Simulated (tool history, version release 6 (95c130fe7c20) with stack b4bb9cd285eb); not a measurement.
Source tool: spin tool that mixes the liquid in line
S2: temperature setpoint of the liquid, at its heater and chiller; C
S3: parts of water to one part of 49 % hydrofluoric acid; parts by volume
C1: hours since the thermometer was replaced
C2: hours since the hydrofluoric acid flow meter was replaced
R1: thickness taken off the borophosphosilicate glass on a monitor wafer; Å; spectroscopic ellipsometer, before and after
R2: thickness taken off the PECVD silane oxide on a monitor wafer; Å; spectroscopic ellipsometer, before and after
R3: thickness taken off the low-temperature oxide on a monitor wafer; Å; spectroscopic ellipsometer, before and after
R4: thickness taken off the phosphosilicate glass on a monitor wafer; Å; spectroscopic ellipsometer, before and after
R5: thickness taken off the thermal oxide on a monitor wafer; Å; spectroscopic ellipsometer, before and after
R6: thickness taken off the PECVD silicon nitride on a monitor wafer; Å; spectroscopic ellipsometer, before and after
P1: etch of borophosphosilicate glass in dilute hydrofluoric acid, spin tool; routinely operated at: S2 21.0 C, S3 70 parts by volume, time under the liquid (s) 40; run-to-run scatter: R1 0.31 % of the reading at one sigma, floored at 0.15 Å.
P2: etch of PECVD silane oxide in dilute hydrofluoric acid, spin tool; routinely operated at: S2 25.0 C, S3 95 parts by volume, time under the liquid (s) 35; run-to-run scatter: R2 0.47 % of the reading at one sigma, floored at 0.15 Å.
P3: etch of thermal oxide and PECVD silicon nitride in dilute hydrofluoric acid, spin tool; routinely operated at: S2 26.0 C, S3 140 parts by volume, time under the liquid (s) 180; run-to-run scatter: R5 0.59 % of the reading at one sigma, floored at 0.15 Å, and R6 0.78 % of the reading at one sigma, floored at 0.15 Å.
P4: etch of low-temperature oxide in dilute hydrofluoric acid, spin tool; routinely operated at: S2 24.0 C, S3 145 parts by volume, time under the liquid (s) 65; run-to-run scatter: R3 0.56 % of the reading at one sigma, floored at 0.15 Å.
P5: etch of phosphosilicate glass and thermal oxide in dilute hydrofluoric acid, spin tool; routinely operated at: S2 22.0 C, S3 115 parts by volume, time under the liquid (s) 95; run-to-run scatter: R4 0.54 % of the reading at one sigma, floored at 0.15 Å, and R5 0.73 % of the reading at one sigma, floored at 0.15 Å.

{"run": 1, "day": 0.183, "process that ran": "P1", "S2": 21.0, "S3": 70, "time under the liquid (s)": 40, "C1": 907.7, "C2": 596.0, "R1": 244.69}
{"run": 2, "day": 0.4, "process that ran": "P1", "S2": 17.0, "S3": 70, "time under the liquid (s)": 40, "C1": 912.9, "C2": 601.2, "R1": 206.93}
{"run": 3, "day": 0.608, "process that ran": "P1", "S2": 21.0, "S3": 70, "time under the liquid (s)": 75, "C1": 917.9, "C2": 606.2, "R1": 457.59}
{"run": 4, "day": 0.896, "process that ran": "P1", "S2": 21.0, "S3": 70, "time under the liquid (s)": 40, "C1": 924.8, "C2": 613.1, "R1": 245.05}
{"day": 1.008, "done": "thermometer replaced"}
{"run": 5, "day": 1.175, "process that ran": "P1", "S2": 26.0, "S3": 30, "time under the liquid (s)": 40, "C1": 4.0, "C2": 619.8, "R1": 741.49}
{"run": 6, "day": 1.333, "process that ran": "P2", "S2": 33.0, "S3": 95, "time under the liquid (s)": 35, "C1": 7.8, "C2": 623.6, "R2": 240.71}
{"run": 7, "day": 1.533, "process that ran": "P4", "S2": 24.0, "S3": 145, "time under the liquid (s)": 15, "C1": 12.6, "C2": 628.4, "R3": 18.974}
{"run": 8, "day": 1.683, "process that ran": "P5", "S2": 17.5, "S3": 115, "time under the liquid (s)": 95, "C1": 16.2, "C2": 632.0, "R4": 374.63, "R5": 27.278}
{"run": 9, "day": 1.842, "process that ran": "P1", "S2": 21.0, "S3": 95, "time under the liquid (s)": 40, "C1": 20.0, "C2": 635.8, "R1": 174.25}
{"run": 10, "day": 2.079, "process that ran": "P1", "S2": 21.0, "S3": 70, "time under the liquid (s)": 40, "C1": 25.7, "C2": 641.5, "R1": 243.56}
{"run": 11, "day": 2.225, "process that ran": "P3", "S2": 26.0, "S3": 60, "time under the liquid (s)": 180, "C1": 29.2, "C2": 645.0, "R5": 159.6, "R6": 76.957}
{"run": 12, "day": 2.417, "process that ran": "P1", "S2": 21.0, "S3": 70, "time under the liquid (s)": 40, "C1": 33.8, "C2": 649.6, "R1": 244.91}
{"run": 13, "day": 2.633, "process that ran": "P2", "S2": 25.0, "S3": 95, "time under the liquid (s)": 35, "C1": 39.0, "C2": 654.8, "R2": 177.48}
{"run": 14, "day": 2.867, "process that ran": "P5", "S2": 22.0, "S3": 115, "time under the liquid (s)": 95, "C1": 44.6, "C2": 660.4, "R4": 453.47, "R5": 33.258}
{"run": 15, "day": 3.15, "process that ran": "P3", "S2": 26.0, "S3": 140, "time under the liquid (s)": 180, "C1": 51.4, "C2": 667.2, "R5": 62.119, "R6": 33.712}
{"run": 16, "day": 3.458, "process that ran": "P4", "S2": 24.0, "S3": 145, "time under the liquid (s)": 65, "C1": 58.8, "C2": 674.6, "R3": 83.371}
{"run": 17, "day": 3.712, "process that ran": "P2", "S2": 25.0, "S3": 20, "time under the liquid (s)": 35, "C1": 64.9, "C2": 680.7, "R2": 935.15}
{"run": 18, "day": 3.967, "process that ran": "P5", "S2": 22.0, "S3": 20, "time under the liquid (s)": 95, "C1": 71.0, "C2": 686.8, "R4": 2910.2, "R5": 213.55}
{"run": 19, "day": 4.175, "process that ran": "P4", "S2": 28.0, "S3": 145, "time under the liquid (s)": 65, "C1": 76.0, "C2": 691.8, "R3": 97.247}
{"run": 20, "day": 4.383, "process that ran": "P1", "S2": 21.0, "S3": 70, "time under the liquid (s)": 20, "C1": 81.0, "C2": 696.8, "R1": 122.32}
{"run": 21, "day": 4.55, "process that ran": "P3", "S2": 20.5, "S3": 140, "time under the liquid (s)": 180, "C1": 85.0, "C2": 700.8, "R5": 50.3, "R6": 23.459}
{"run": 22, "day": 4.746, "process that ran": "P1", "S2": 21.0, "S3": 25, "time under the liquid (s)": 40, "C1": 89.7, "C2": 705.5, "R1": 722.93}
{"run": 23, "day": 4.933, "process that ran": "P2", "S2": 25.0, "S3": 95, "time under the liquid (s)": 65, "C1": 94.2, "C2": 710.0, "R2": 327.96}
{"run": 24, "day": 5.079, "process that ran": "P3", "S2": 26.0, "S3": 140, "time under the liquid (s)": 180, "C1": 97.7, "C2": 713.5, "R5": 62.264, "R6": 33.22}
{"run": 25, "day": 5.262, "process that ran": "P4", "S2": 24.0, "S3": 35, "time under the liquid (s)": 65, "C1": 102.1, "C2": 717.9, "R3": 396.21}
{"run": 26, "day": 5.496, "process that ran": "P1", "S2": 21.0, "S3": 45, "time under the liquid (s)": 75, "C1": 107.7, "C2": 723.5, "R1": 735.43}
{"run": 27, "day": 5.696, "process that ran": "P2", "S2": 25.0, "S3": 95, "time under the liquid (s)": 35, "C1": 112.5, "C2": 728.3, "R2": 177.02}
{"run": 28, "day": 5.962, "process that ran": "P1", "S2": 21.0, "S3": 70, "time under the liquid (s)": 40, "C1": 118.9, "C2": 734.7, "R1": 243.79}
{"run": 29, "day": 6.279, "process that ran": "P1", "S2": 21.0, "S3": 70, "time under the liquid (s)": 40, "C1": 126.5, "C2": 742.3, "R1": 245.01}
{"run": 30, "day": 6.454, "process that ran": "P5", "S2": 22.0, "S3": 115, "time under the liquid (s)": 180, "C1": 130.7, "C2": 746.5, "R4": 843.52, "R5": 61.935}
{"run": 31, "day": 6.762, "process that ran": "P3", "S2": 26.0, "S3": 140, "time under the liquid (s)": 360, "C1": 138.1, "C2": 753.9, "R5": 122.93, "R6": 66.515}
{"run": 32, "day": 6.904, "process that ran": "P1", "S2": 24.5, "S3": 70, "time under the liquid (s)": 40, "C1": 141.5, "C2": 757.3, "R1": 281.07}
{"run": 33, "day": 7.112, "process that ran": "P1", "S2": 21.0, "S3": 70, "time under the liquid (s)": 40, "C1": 146.5, "C2": 762.3, "R1": 243.69}
{"run": 34, "day": 7.258, "process that ran": "P1", "S2": 21.0, "S3": 70, "time under the liquid (s)": 40, "C1": 150.0, "C2": 765.8, "R1": 239.55}
{"run": 35, "day": 7.45, "process that ran": "P1", "S2": 21.0, "S3": 70, "time under the liquid (s)": 40, "C1": 154.6, "C2": 770.4, "R1": 234.5}
{"run": 36, "day": 7.704, "process that ran": "P1", "S2": 21.0, "S3": 70, "time under the liquid (s)": 40, "C1": 160.7, "C2": 776.5, "R1": 230.4}
{"run": 37, "day": 8.021, "process that ran": "P1", "S2": 21.0, "S3": 70, "time under the liquid (s)": 40, "C1": 168.3, "C2": 784.1, "R1": 226.98}
{"run": 38, "day": 8.262, "process that ran": "P1", "S2": 21.0, "S3": 70, "time under the liquid (s)": 40, "C1": 174.1, "C2": 789.9, "R1": 225.5}
{"run": 39, "day": 8.433, "process that ran": "P1", "S2": 21.0, "S3": 70, "time under the liquid (s)": 40, "C1": 178.2, "C2": 794.0, "R1": 225.16}

Estimate the outcome of run 40 from the log above:
{"run": 40, "day": 8.6, "process that ran": "P1", "S2": 21.0, "S3": 70, "time under the liquid (s)": 40, "C1": 182.2, "C2": 798.0, "R1": "?"}

{"run 40": {"R1": 221.91}}
